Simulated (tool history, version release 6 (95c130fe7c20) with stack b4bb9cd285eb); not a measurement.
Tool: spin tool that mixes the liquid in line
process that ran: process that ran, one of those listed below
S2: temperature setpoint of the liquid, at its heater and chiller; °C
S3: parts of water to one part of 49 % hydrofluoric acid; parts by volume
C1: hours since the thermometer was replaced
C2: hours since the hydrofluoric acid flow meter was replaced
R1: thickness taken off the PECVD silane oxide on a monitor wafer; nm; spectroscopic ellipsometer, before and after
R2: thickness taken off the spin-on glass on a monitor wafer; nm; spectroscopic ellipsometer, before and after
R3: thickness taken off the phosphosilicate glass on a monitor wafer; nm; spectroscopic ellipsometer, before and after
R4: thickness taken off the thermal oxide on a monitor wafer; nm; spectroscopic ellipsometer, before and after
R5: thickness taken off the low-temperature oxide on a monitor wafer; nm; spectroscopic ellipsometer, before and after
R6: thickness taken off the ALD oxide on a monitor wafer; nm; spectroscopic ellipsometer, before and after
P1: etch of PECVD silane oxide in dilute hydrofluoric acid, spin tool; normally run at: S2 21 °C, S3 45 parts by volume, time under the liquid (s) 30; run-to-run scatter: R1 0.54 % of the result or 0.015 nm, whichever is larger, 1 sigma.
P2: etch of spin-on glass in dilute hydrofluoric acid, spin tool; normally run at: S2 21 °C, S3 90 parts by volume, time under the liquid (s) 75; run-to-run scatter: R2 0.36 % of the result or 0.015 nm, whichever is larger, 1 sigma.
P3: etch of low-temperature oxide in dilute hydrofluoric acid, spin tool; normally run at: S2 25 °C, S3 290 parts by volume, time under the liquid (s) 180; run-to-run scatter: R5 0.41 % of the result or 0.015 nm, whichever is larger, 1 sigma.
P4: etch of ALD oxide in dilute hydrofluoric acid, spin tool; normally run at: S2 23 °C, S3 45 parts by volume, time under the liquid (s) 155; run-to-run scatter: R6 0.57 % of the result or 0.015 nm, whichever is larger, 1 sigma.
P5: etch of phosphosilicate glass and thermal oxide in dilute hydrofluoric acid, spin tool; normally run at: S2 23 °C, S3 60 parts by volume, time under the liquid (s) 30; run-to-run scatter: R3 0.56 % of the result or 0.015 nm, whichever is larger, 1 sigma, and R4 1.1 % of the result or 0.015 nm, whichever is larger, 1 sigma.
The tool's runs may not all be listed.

{"run": 1, "hour": 5.2, "process that ran": "P1", "S2": 21, "S3": 45, "time under the liquid (s)": 30, "C1": 1700.8, "C2": 1705.1, "R1": 18.401}
{"run": 2, "hour": 9.4, "process that ran": "P1", "S2": 17, "S3": 45, "time under the liquid (s)": 30, "C1": 1705, "C2": 1709.3, "R1": 15.647}
{"run": 3, "hour": 13.1, "process that ran": "P1", "S2": 21, "S3": 45, "time under the liquid (s)": 30, "C1": 1708.7, "C2": 1713, "R1": 18.413}
{"hour": 16.1, "done": "hydrofluoric acid flow meter replaced"}
{"run": 4, "hour": 19.0, "process that ran": "P2", "S2": 28.5, "S3": 90, "time under the liquid (s)": 75, "C1": 1714.6, "C2": 2.9, "R2": 51.634}
{"run": 5, "hour": 22.0, "process that ran": "P1", "S2": 21, "S3": 45, "time under the liquid (s)": 30, "C1": 1717.6, "C2": 5.9, "R1": 18.537}
{"run": 6, "hour": 26.1, "process that ran": "P1", "S2": 21, "S3": 20, "time under the liquid (s)": 15, "C1": 1721.7, "C2": 10, "R1": 21.452}
{"run": 7, "hour": 29.2, "process that ran": "P5", "S2": 17, "S3": 60, "time under the liquid (s)": 30, "C1": 1724.8, "C2": 13.1, "R3": 24.513, "R4": 1.9342}
{"run": 8, "hour": 34.2, "process that ran": "P2", "S2": 21, "S3": 90, "time under the liquid (s)": 40, "C1": 1729.8, "C2": 18.1, "R2": 20.459}
{"run": 9, "hour": 36.9, "process that ran": "P3", "S2": 25, "S3": 290, "time under the liquid (s)": 180, "C1": 1732.5, "C2": 20.8, "R5": 10.58}
{"run": 10, "hour": 39.7, "process that ran": "P3", "S2": 19.5, "S3": 290, "time under the liquid (s)": 180, "C1": 1735.3, "C2": 23.6, "R5": 8.6281}
{"run": 11, "hour": 43.0, "process that ran": "P1", "S2": 21, "S3": 60, "time under the liquid (s)": 30, "C1": 1738.6, "C2": 26.9, "R1": 13.54}
{"run": 12, "hour": 46.4, "process that ran": "P1", "S2": 21, "S3": 45, "time under the liquid (s)": 30, "C1": 1742, "C2": 30.3, "R1": 18.437}
{"run": 13, "hour": 51.6, "process that ran": "P1", "S2": 21, "S3": 45, "time under the liquid (s)": 50, "C1": 1747.2, "C2": 35.5, "R1": 30.728}
{"run": 14, "hour": 56.9, "process that ran": "P5", "S2": 23, "S3": 60, "time under the liquid (s)": 30, "C1": 1752.5, "C2": 40.8, "R3": 31.819, "R4": 2.4773}
{"run": 15, "hour": 61.5, "process that ran": "P4", "S2": 23, "S3": 75, "time under the liquid (s)": 155, "C1": 1757.1, "C2": 45.4, "R6": 20.369}
{"run": 16, "hour": 66.3, "process that ran": "P1", "S2": 21, "S3": 30, "time under the liquid (s)": 30, "C1": 1761.9, "C2": 50.2, "R1": 28.217}
{"run": 17, "hour": 69.7, "process that ran": "P1", "S2": 26.5, "S3": 45, "time under the liquid (s)": 30, "C1": 1765.3, "C2": 53.6, "R1": 23.295}
{"run": 18, "hour": 75.5, "process that ran": "P3", "S2": 25, "S3": 290, "time under the liquid (s)": 310, "C1": 1771.1, "C2": 59.4, "R5": 18.113}
{"run": 19, "hour": 80.1, "process that ran": "P4", "S2": 23, "S3": 45, "time under the liquid (s)": 250, "C1": 1775.7, "C2": 64, "R6": 56.874}
{"run": 20, "hour": 82.7, "process that ran": "P1", "S2": 21, "S3": 45, "time under the liquid (s)": 30, "C1": 1778.3, "C2": 66.6, "R1": 18.368}
{"run": 21, "hour": 85.9, "process that ran": "P1", "S2": 21, "S3": 45, "time under the liquid (s)": 30, "C1": 1781.5, "C2": 69.8, "R1": 18.467}
{"run": 22, "hour": 88.8, "process that ran": "P1", "S2": 21, "S3": 45, "time under the liquid (s)": 15, "C1": 1784.4, "C2": 72.7, "R1": 9.2022}
{"run": 23, "hour": 93.7, "process that ran": "P2", "S2": 21, "S3": 90, "time under the liquid (s)": 75, "C1": 1789.3, "C2": 77.6, "R2": 38.39}
{"hour": 96.5, "done": "thermometer replaced"}
{"run": 24, "hour": 99.6, "process that ran": "P5", "S2": 23, "S3": 60, "time under the liquid (s)": 30, "C1": 3.1, "C2": 83.5, "R3": 31.602, "R4": 2.4316}
{"run": 25, "hour": 105.2, "process that ran": "P3", "S2": 25, "S3": 510, "time under the liquid (s)": 180, "C1": 8.7, "C2": 89.1, "R5": 4.9283}
{"run": 26, "hour": 109.0, "process that ran": "P4", "S2": 23, "S3": 45, "time under the liquid (s)": 155, "C1": 12.5, "C2": 92.9, "R6": 35.25}
{"run": 27, "hour": 112.0, "process that ran": "P5", "S2": 23, "S3": 105, "time under the liquid (s)": 30, "C1": 15.5, "C2": 95.9, "R3": 17.27, "R4": 1.3182}
{"run": 28, "hour": 115.1, "process that ran": "P5", "S2": 23, "S3": 60, "time under the liquid (s)": 55, "C1": 18.6, "C2": 99, "R3": 57.701, "R4": 4.4562}
{"run": 29, "hour": 119.2, "process that ran": "P4", "S2": 30.5, "S3": 45, "time under the liquid (s)": 155, "C1": 22.7, "C2": 103.1, "R6": 47.163}
{"run": 30, "hour": 124.2, "process that ran": "P2", "S2": 21, "S3": 25, "time under the liquid (s)": 75, "C1": 27.7, "C2": 108.1, "R2": 149.48}
{"run": 31, "hour": 128.6, "process that ran": "P1", "S2": 21, "S3": 45, "time under the liquid (s)": 30, "C1": 32.1, "C2": 112.5, "R1": 18.409}
{"run": 32, "hour": 133.0, "process that ran": "P1", "S2": 21, "S3": 45, "time under the liquid (s)": 30, "C1": 36.5, "C2": 116.9, "R1": 19.361}
{"run": 33, "hour": 135.7, "process that ran": "P1", "S2": 21, "S3": 45, "time under the liquid (s)": 30, "C1": 39.2, "C2": 119.6, "R1": 19.679}
{"run": 34, "hour": 141.0, "process that ran": "P1", "S2": 21, "S3": 45, "time under the liquid (s)": 30, "C1": 44.5, "C2": 124.9, "R1": 20.206}
{"run": 35, "hour": 145.7, "process that ran": "P1", "S2": 21, "S3": 45, "time under the liquid (s)": 30, "C1": 49.2, "C2": 129.6, "R1": 20.205}
{"run": 36, "hour": 151.1, "process that ran": "P1", "S2": 21, "S3": 45, "time under the liquid (s)": 30, "C1": 54.6, "C2": 135, "R1": 20.468}
{"run": 37, "hour": 156.6, "process that ran": "P1", "S2": 21, "S3": 45, "time under the liquid (s)": 30, "C1": 60.1, "C2": 140.5, "R1": 20.621}

What P1 gives has crept away from where it was. These 2 causes fit the log equally well, each at the size given:
A: hydrofluoric acid flow above the setpoint (%) = 9.8
B: liquid hotter than its thermometer reads (K) = 2.35
The creep began at about hour 128.6.

4 check runs are offered, one wafer each, their results left as question marks. Which one tells the causes apart?
{"run": "check 1", "hour": 162.1, "process that ran": "P2", "S2": 21, "S3": 90, "time under the liquid (s)": 75, "R2": "?"}
{"run": "check 2", "hour": 162.1, "process that ran": "P5", "S2": 23, "S3": 60, "time under the liquid (s)": 30, "R3": "?", "R4": "?"}
{"run": "check 3", "hour": 162.1, "process that ran": "P3", "S2": 25, "S3": 290, "time under the liquid (s)": 180, "R5": "?"}
{"run": "check 4", "hour": 162.1, "process that ran": "P4", "S2": 23, "S3": 45, "time under the liquid (s)": 155, "R6": "?"}

What each check would give under each cause:
check=check_1 result=R2 if_A=42.51 if_B=42.191
check=check_2 result=R3 if_A=34.995 if_B=34.833
check=check_2 result=R4 if_A=2.6971 if_B=2.6846
check=check_3 result=R5 if_A=11.887 if_B=11.422
check=check_4 result=R6 if_A=38.85 if_B=38.778
How far apart the two closest causes lie, in the result that separates them most: check 1 0.75 %; check 2 0.46 %; check 3 3.98 %; check 4 0.18 %
Only check 3 tells the causes apart: in the others they would give nearly the same result.

Then check 3 was run and gave: R5 11.838 nm. Which cause is it?

It is A: hydrofluoric acid flow above the setpoint (%).
